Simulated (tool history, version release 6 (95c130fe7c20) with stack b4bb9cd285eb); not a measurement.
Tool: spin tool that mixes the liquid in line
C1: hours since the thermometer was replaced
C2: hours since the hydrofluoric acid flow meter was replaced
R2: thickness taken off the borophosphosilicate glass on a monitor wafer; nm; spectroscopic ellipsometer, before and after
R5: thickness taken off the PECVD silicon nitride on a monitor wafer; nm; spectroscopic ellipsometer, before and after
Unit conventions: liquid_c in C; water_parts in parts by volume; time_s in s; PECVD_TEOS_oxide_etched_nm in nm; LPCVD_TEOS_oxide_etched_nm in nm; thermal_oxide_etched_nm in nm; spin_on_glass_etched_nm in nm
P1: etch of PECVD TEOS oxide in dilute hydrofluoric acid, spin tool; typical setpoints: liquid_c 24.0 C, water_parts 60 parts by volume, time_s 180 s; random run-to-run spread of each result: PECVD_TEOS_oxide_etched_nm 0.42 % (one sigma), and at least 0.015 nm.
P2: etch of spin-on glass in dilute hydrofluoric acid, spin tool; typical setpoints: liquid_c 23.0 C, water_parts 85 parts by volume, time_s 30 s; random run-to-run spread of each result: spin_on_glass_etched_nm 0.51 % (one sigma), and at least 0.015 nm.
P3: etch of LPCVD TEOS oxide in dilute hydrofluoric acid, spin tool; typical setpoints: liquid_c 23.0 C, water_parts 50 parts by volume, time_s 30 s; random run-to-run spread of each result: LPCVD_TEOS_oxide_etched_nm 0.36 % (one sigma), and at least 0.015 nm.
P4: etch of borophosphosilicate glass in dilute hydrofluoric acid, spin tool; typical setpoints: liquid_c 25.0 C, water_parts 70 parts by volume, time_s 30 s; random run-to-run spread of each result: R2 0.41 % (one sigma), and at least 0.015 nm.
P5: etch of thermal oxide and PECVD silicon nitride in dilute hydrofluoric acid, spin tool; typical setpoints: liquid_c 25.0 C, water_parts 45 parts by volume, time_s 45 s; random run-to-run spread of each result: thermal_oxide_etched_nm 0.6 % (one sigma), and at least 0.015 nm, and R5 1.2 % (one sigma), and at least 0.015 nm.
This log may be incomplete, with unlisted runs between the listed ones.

run 1 hour=9.6 | process=P1 liquid_c=24.0 water_parts=60 time_s=180 | C1=1246.3 C2=1716.3 | PECVD_TEOS_oxide_etched_nm=40.954
run 2 hour=21.3 | process=P4 liquid_c=25.0 water_parts=70 time_s=45 | C1=1258.0 C2=1728.0 | R2=29.150
run 3 hour=30.0 | process=P3 liquid_c=28.0 water_parts=50 time_s=30 | C1=1266.7 C2=1736.7 | LPCVD_TEOS_oxide_etched_nm=41.985
run 4 hour=39.3 | process=P1 liquid_c=24.0 water_parts=60 time_s=85 | C1=1276.0 C2=1746.0 | PECVD_TEOS_oxide_etched_nm=19.329
run 5 hour=57.3 | process=P3 liquid_c=23.0 water_parts=25 time_s=30 | C1=1294.0 C2=1764.0 | LPCVD_TEOS_oxide_etched_nm=71.256
run 6 hour=71.9 | process=P5 liquid_c=25.0 water_parts=65 time_s=45 | C1=1308.6 C2=1778.6 | thermal_oxide_etched_nm=3.5119 R5=1.19280
run 7 hour=84.7 | process=P1 liquid_c=29.0 water_parts=60 time_s=180 | C1=1321.4 C2=1791.4 | PECVD_TEOS_oxide_etched_nm=50.128
run 8 hour=104.0 | process=P1 liquid_c=24.0 water_parts=60 time_s=310 | C1=1340.7 C2=1810.7 | PECVD_TEOS_oxide_etched_nm=70.468
run 9 hour=114.4 | process=P1 liquid_c=24.0 water_parts=60 time_s=180 | C1=1351.1 C2=1821.1 | PECVD_TEOS_oxide_etched_nm=40.968
run 10 hour=123.7 | process=P1 liquid_c=17.5 water_parts=60 time_s=180 | C1=1360.4 C2=1830.4 | PECVD_TEOS_oxide_etched_nm=31.135
run 11 hour=132.6 | process=P1 liquid_c=24.0 water_parts=60 time_s=180 | C1=1369.3 C2=1839.3 | PECVD_TEOS_oxide_etched_nm=40.784
run 12 hour=147.5 | process=P5 liquid_c=17.0 water_parts=45 time_s=45 | C1=1384.2 C2=1854.2 | thermal_oxide_etched_nm=3.8082 R5=1.04730
run 13 hour=157.6 | process=P2 liquid_c=30.0 water_parts=85 time_s=30 | C1=1394.3 C2=1864.3 | spin_on_glass_etched_nm=20.6590
run 14 hour=167.0 | process=P4 liquid_c=25.0 water_parts=70 time_s=30 | C1=1403.7 C2=1873.7 | R2=19.550
run 15 hour=185.7 | process=P4 liquid_c=25.0 water_parts=20 time_s=30 | C1=1422.4 C2=1892.4 | R2=73.181
run 16 hour=204.7 | process=P2 liquid_c=23.0 water_parts=40 time_s=30 | C1=1441.4 C2=1911.4 | spin_on_glass_etched_nm=35.2900
run 17 hour=223.5 | process=P3 liquid_c=23.0 water_parts=50 time_s=30 | C1=1460.2 C2=1930.2 | LPCVD_TEOS_oxide_etched_nm=34.175
run 18 hour=237.1 | process=P3 liquid_c=23.0 water_parts=50 time_s=15 | C1=1473.8 C2=1943.8 | LPCVD_TEOS_oxide_etched_nm=17.103
run 19 hour=246.8 | process=P1 liquid_c=24.0 water_parts=100 time_s=180 | C1=1483.5 C2=1953.5 | PECVD_TEOS_oxide_etched_nm=23.373
-- hour=250.7 thermometer replaced
run 20 hour=255.2 | process=P5 liquid_c=25.0 water_parts=45 time_s=45 | C1=4.6 C2=1961.9 | thermal_oxide_etched_nm=5.2434 R5=1.75860
run 21 hour=263.9 | process=P2 liquid_c=23.0 water_parts=85 time_s=30 | C1=13.3 C2=1970.6 | spin_on_glass_etched_nm=15.4910
run 22 hour=272.9 | process=P1 liquid_c=20.5 water_parts=100 time_s=180 | C1=22.3 C2=1979.6 | PECVD_TEOS_oxide_etched_nm=20.430
run 23 hour=285.6 | process=P2 liquid_c=23.0 water_parts=85 time_s=15 | C1=35.0 C2=1992.3 | spin_on_glass_etched_nm=7.8129
run 24 hour=302.0 | process=P5 liquid_c=25.0 water_parts=45 time_s=45 | C1=51.4 C2=2008.7 | thermal_oxide_etched_nm=5.3138 R5=1.73870
run 25 hour=315.9 | process=P1 liquid_c=24.0 water_parts=60 time_s=180 | C1=65.3 C2=2022.6 | PECVD_TEOS_oxide_etched_nm=40.836
run 26 hour=329.5 | process=P1 liquid_c=24.0 water_parts=60 time_s=180 | C1=78.9 C2=2036.2 | PECVD_TEOS_oxide_etched_nm=41.014
run 27 hour=341.1 | process=P1 liquid_c=24.0 water_parts=25 time_s=180 | C1=90.5 C2=2047.8 | PECVD_TEOS_oxide_etched_nm=103.070
run 28 hour=359.0 | process=P1 liquid_c=24.0 water_parts=60 time_s=180 | C1=108.4 C2=2065.7 | PECVD_TEOS_oxide_etched_nm=40.637
run 29 hour=378.1 | process=P1 liquid_c=24.0 water_parts=60 time_s=180 | C1=127.5 C2=2084.8 | PECVD_TEOS_oxide_etched_nm=41.092
run 30 hour=393.5 | process=P5 liquid_c=25.0 water_parts=45 time_s=15 | C1=142.9 C2=2100.2 | thermal_oxide_etched_nm=1.7251 R5=0.58551
run 31 hour=406.5 | process=P4 liquid_c=25.0 water_parts=70 time_s=30 | C1=155.9 C2=2113.2 | R2=19.691
run 32 hour=417.9 | process=P4 liquid_c=19.0 water_parts=70 time_s=30 | C1=167.3 C2=2124.6 | R2=15.254
run 33 hour=434.9 | process=P1 liquid_c=24.0 water_parts=60 time_s=180 | C1=184.3 C2=2141.6 | PECVD_TEOS_oxide_etched_nm=41.173
run 34 hour=444.4 | process=P1 liquid_c=24.0 water_parts=60 time_s=180 | C1=193.8 C2=2151.1 | PECVD_TEOS_oxide_etched_nm=42.165
run 35 hour=461.5 | process=P1 liquid_c=24.0 water_parts=60 time_s=180 | C1=210.9 C2=2168.2 | PECVD_TEOS_oxide_etched_nm=43.034
run 36 hour=480.7 | process=P1 liquid_c=24.0 water_parts=60 time_s=180 | C1=230.1 C2=2187.4 | PECVD_TEOS_oxide_etched_nm=43.803
run 37 hour=493.8 | process=P1 liquid_c=24.0 water_parts=60 time_s=180 | C1=243.2 C2=2200.5 | PECVD_TEOS_oxide_etched_nm=43.919
run 38 hour=511.6 | process=P1 liquid_c=24.0 water_parts=60 time_s=180 | C1=261.0 C2=2218.3 | PECVD_TEOS_oxide_etched_nm=43.939
run 39 hour=523.4 | process=P1 liquid_c=24.0 water_parts=60 time_s=180 | C1=272.8 C2=2230.1 | PECVD_TEOS_oxide_etched_nm=44.090
run 40 hour=538.5 | process=P1 liquid_c=24.0 water_parts=60 time_s=180 | C1=287.9 C2=2245.2 | PECVD_TEOS_oxide_etched_nm=44.081

P1 has crept away from where it was. The log is fitted equally well by each of these 2 causes, at the sizes shown:
A: liquid hotter than its thermometer reads (K) = 1.99
B: hydrofluoric acid flow above the setpoint (%) = 7.77
The onset of the drift is placed at about hour 434.9.

Which of the check runs below tells the causes apart, meaning the causes would give it clearly different results? Each run uses 3 wafers whose results are averaged, and each result is shown as a question mark.
run check 1 hour=553.6 | process=P4 liquid_c=25.0 water_parts=70 time_s=30 | R2=?
run check 2 hour=553.6 | process=P5 liquid_c=25.0 water_parts=45 time_s=45 | thermal_oxide_etched_nm=? R5=?
run check 3 hour=553.6 | process=P3 liquid_c=23.0 water_parts=50 time_s=30 | LPCVD_TEOS_oxide_etched_nm=?
run check 4 hour=553.6 | process=P2 liquid_c=23.0 water_parts=85 time_s=30 | spin_on_glass_etched_nm=?

Expected result of each check under each candidate cause:
check=check_1 result=R2 if_A=21.154 if_B=21.203
check=check_2 result=thermal_oxide_etched_nm if_A=5.7246 if_B=5.7143
check=check_2 result=R5 if_A=2.01010 if_B=1.89390
check=check_3 result=LPCVD_TEOS_oxide_etched_nm if_A=37.153 if_B=37.060
check=check_4 result=spin_on_glass_etched_nm if_A=16.8690 if_B=16.9140
How far apart the two closest causes lie, in the result that separates them most: check 1 0.23 %; check 2 5.95 %; check 3 0.25 %; check 4 0.27 %
Check 2 distinguishes between the causes, while the remaining checks would return nearly the same result for all of them.

Here is what check 2 returned: thermal_oxide_etched_nm 5.7265 nm; R5 2.03570 nm. Which cause is it?

It is A: liquid hotter than its thermometer reads (K).
